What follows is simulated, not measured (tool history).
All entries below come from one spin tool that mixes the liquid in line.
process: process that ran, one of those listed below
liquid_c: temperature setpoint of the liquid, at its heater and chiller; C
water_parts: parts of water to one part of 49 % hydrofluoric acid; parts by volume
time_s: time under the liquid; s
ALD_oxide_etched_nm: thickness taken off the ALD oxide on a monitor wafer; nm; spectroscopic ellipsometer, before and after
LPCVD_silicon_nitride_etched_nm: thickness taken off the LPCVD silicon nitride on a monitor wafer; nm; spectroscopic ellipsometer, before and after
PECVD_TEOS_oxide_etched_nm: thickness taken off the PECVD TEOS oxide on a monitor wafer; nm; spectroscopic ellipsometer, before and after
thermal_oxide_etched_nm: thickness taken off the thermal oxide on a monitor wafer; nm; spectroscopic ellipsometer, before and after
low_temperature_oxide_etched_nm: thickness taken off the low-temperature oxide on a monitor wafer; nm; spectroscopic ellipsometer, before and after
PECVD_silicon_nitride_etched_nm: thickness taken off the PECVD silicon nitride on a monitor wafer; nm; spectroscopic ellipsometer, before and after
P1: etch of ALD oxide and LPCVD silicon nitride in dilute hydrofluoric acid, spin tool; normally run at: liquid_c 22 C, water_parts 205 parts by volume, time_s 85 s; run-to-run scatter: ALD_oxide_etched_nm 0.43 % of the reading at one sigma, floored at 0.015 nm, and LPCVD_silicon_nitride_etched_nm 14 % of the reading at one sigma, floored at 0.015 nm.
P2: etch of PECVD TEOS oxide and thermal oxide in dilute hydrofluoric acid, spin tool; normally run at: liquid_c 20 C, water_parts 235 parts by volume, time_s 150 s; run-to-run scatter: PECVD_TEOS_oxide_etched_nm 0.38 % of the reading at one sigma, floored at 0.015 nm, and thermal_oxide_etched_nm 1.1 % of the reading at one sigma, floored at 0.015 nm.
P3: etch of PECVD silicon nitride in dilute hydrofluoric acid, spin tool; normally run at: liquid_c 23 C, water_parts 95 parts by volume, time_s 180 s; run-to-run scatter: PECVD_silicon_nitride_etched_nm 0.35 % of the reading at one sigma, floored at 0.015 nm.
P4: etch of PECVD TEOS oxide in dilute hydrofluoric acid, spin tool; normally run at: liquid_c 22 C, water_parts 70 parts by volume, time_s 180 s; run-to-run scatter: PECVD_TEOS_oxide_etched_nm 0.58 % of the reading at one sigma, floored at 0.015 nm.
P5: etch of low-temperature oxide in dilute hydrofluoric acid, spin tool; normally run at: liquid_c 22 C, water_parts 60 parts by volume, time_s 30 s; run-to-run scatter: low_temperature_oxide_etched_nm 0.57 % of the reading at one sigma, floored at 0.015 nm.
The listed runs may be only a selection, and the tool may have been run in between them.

| run | hour | process | liquid_c | water_parts | time_s | hours since the thermometer was replaced | hours since the hydrofluoric acid flow meter was replaced | ALD_oxide_etched_nm | LPCVD_silicon_nitride_etched_nm | PECVD_TEOS_oxide_etched_nm | thermal_oxide_etched_nm | low_temperature_oxide_etched_nm | PECVD_silicon_nitride_etched_nm |
|---|---|---|---|---|---|---|---|---|---|---|---|---|---|
| 1 | 4.2 | P1 | 22 | 205 | 85 | 1521.9 | 1322.6 | 7.6161 | 0.12402 |  |  |  |  |
| 2 | 10.7 | P1 | 22 | 205 | 45 | 1528.4 | 1329.1 | 4.0046 | 0.082924 |  |  |  |  |
| 3 | 18.6 | P1 | 29.5 | 205 | 85 | 1536.3 | 1337 | 9.9443 | 0.29506 |  |  |  |  |
| 4 | 27.1 | P2 | 25.5 | 235 | 150 | 1544.8 | 1345.5 |  |  | 13.049 | 2.8704 |  |  |
| 5 | 33.4 | P4 | 18 | 70 | 180 | 1551.1 | 1351.8 |  |  | 24.471 |  |  |  |
| 6 | 39.2 | P4 | 22 | 125 | 180 | 1556.9 | 1357.6 |  |  | 15.07 |  |  |  |
| 7 | 45.7 | P5 | 22 | 60 | 30 | 1563.4 | 1364.1 |  |  |  |  | 10.311 |  |
| 8 | 53.1 | P5 | 30 | 60 | 30 | 1570.8 | 1371.5 |  |  |  |  | 14.131 |  |
| 9 | 58.7 | P2 | 20 | 235 | 150 | 1576.4 | 1377.1 |  |  | 10.634 | 2.3343 |  |  |
| 10 | 63.5 | P1 | 22 | 325 | 85 | 1581.2 | 1381.9 | 4.2703 | 0.10848 |  |  |  |  |
| 11 | 69.8 | P1 | 22 | 205 | 140 | 1587.5 | 1388.2 | 12.454 | 0.24769 |  |  |  |  |
| 12 | 78.2 | P3 | 23 | 95 | 180 | 1595.9 | 1396.6 |  |  |  |  |  | 10.261 |
|  | 78.5 | thermometer replaced |
| 13 | 85.6 | P3 | 23 | 95 | 180 | 7.1 | 1404 |  |  |  |  |  | 10.248 |
| 14 | 89.7 | P1 | 22 | 205 | 85 | 11.2 | 1408.1 | 7.5383 | 0.16885 |  |  |  |  |
| 15 | 96.2 | P4 | 22 | 70 | 280 | 17.7 | 1414.6 |  |  | 45.096 |  |  |  |
| 16 | 104.1 | P5 | 22 | 60 | 65 | 25.6 | 1422.5 |  |  |  |  | 22.277 |  |
| 17 | 111.7 | P1 | 17 | 205 | 85 | 33.2 | 1430.1 | 6.2888 | 0.10164 |  |  |  |  |
| 18 | 118.4 | P1 | 22 | 205 | 85 | 39.9 | 1436.8 | 7.5497 | 0.14404 |  |  |  |  |
| 19 | 125.9 | P5 | 22 | 60 | 30 | 47.4 | 1444.3 |  |  |  |  | 10.262 |  |
| 20 | 132.4 | P1 | 22 | 130 | 85 | 53.9 | 1450.8 | 12.875 | 0.28154 |  |  |  |  |
| 21 | 140 | P3 | 23 | 95 | 25 | 61.5 | 1458.4 |  |  |  |  |  | 1.42 |
| 22 | 149 | P1 | 22 | 205 | 85 | 70.5 | 1467.4 | 7.5609 | 0.11487 |  |  |  |  |
| 23 | 153.2 | P5 | 22 | 20 | 30 | 74.7 | 1471.6 |  |  |  |  | 32.333 |  |
| 24 | 157.8 | P2 | 20 | 75 | 150 | 79.3 | 1476.2 |  |  | 39.196 | 8.7154 |  |  |
| 25 | 164.1 | P4 | 22 | 70 | 180 | 85.6 | 1482.5 |  |  | 29.317 |  |  |  |
| 26 | 169 | P3 | 23 | 150 | 180 | 90.5 | 1487.4 |  |  |  |  |  | 6.599 |
| 27 | 176.1 | P1 | 22 | 205 | 85 | 97.6 | 1494.5 | 7.5405 | 0.20475 |  |  |  |  |
| 28 | 182.1 | P2 | 20 | 235 | 50 | 103.6 | 1500.5 |  |  | 3.5117 | 0.80469 |  |  |
| 29 | 187.4 | P1 | 22 | 55 | 125 | 108.9 | 1505.8 | 49.416 | 1.022 |  |  |  |  |
| 30 | 194.2 | P3 | 18.5 | 95 | 180 | 115.7 | 1512.6 |  |  |  |  |  | 7.6654 |
| 31 | 201.6 | P1 | 22 | 205 | 85 | 123.1 | 1520 | 7.5482 | 0.15688 |  |  |  |  |
| 32 | 209.7 | P1 | 22 | 205 | 85 | 131.2 | 1528.1 | 7.3031 | 0.14753 |  |  |  |  |
| 33 | 215.9 | P1 | 22 | 205 | 85 | 137.4 | 1534.3 | 7.2307 | 0.16025 |  |  |  |  |
| 34 | 222.3 | P1 | 22 | 205 | 85 | 143.8 | 1540.7 | 7.1649 | 0.17445 |  |  |  |  |
| 35 | 231 | P1 | 22 | 205 | 85 | 152.5 | 1549.4 | 7.2087 | 0.13436 |  |  |  |  |
| 36 | 238.9 | P1 | 22 | 205 | 85 | 160.4 | 1557.3 | 7.1073 | 0.14654 |  |  |  |  |
| 37 | 243.8 | P1 | 22 | 205 | 85 | 165.3 | 1562.2 | 7.1921 | 0.16918 |  |  |  |  |
| 38 | 248.4 | P1 | 22 | 205 | 85 | 169.9 | 1566.8 | 7.1016 | 0.15383 |  |  |  |  |
| 39 | 254.1 | P1 | 22 | 205 | 85 | 175.6 | 1572.5 | 7.0674 | 0.13558 |  |  |  |  |

P1 no longer gives what it gave before; its output has crept away from where it was. The following 2 causes, each at its listed size, fit the log equally well:
A: liquid colder than its thermometer reads (K) = 1.68
B: hydrofluoric acid flow below the setpoint (%) = 5.11
The drift started at roughly hour 201.6.

The check runs listed below each take one wafer, and their results are still question marks. Under which run would the listed causes lead to clearly different results?
| check 1 | 259.8 | P3 | 19.5 | 95 | 180 |  |  |  |  |  |  |  | ? |
| check 2 | 259.8 | P5 | 25 | 40 | 30 |  |  |  |  |  |  | ? |  |
| check 3 | 259.8 | P4 | 22 | 120 | 180 |  |  |  |  | ? |  |  |  |
| check 4 | 259.8 | P2 | 25.5 | 235 | 150 |  |  |  |  | ? | ? |  |  |

Predicted outcomes, by check and by cause:
| check | result | if A | if B |
|---|---|---|---|
| check 1 | PECVD_silicon_nitride_etched_nm | 7.2599 | 7.7449 |
| check 2 | low_temperature_oxide_etched_nm | 16.766 | 17.008 |
| check 3 | PECVD_TEOS_oxide_etched_nm | 14.883 | 14.997 |
| check 4 | PECVD_TEOS_oxide_etched_nm | 12.215 | 12.146 |
| check 4 | thermal_oxide_etched_nm | 2.7234 | 2.7079 |
Smallest distance between any two causes, each pair judged by its most separating result, in per cent: check 1 6.47 %; check 2 1.43 %; check 3 0.76 %; check 4 0.57 %
Of the check runs offered, only check 1 discriminates between the causes; the rest would read about the same regardless of which cause applies.

Check 1 was carried out, with these results: PECVD_silicon_nitride_etched_nm 7.779 nm. Which of the listed causes is responsible?

It was cause B: hydrofluoric acid flow below the setpoint (%).
